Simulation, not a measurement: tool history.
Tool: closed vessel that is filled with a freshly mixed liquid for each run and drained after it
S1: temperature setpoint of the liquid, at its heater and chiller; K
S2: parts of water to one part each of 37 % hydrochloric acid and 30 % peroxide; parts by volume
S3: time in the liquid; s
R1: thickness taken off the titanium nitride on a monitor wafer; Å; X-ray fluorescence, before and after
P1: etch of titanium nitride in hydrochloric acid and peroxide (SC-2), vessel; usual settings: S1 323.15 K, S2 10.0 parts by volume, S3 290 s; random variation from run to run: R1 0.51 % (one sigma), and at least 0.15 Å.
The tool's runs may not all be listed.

run	hour	S1	S2	S3	R1
1	10.1	323.15	10.0	290	132.400
2	25.3	323.15	4.0	290	265.980
3	36.8	323.15	10.0	80	36.481
4	47.6	323.15	5.5	550	407.740
5	62.8	323.15	10.0	290	132.310
6	76.0	323.15	10.0	290	133.170
7	89.9	323.15	10.0	575	262.660
8	105.9	308.15	10.0	290	47.107
9	113.4	323.15	10.0	290	131.890
10	129.6	323.15	17.0	290	83.794
11	140.9	323.15	17.0	145	41.942
12	151.8	323.15	10.0	290	132.670
13	162.8	332.65	10.0	290	245.090
14	175.5	323.15	10.0	290	133.450

The next listed run, before its measurement:
15	186.5	323.15	10.0	290	?

R1: 133.280 Å
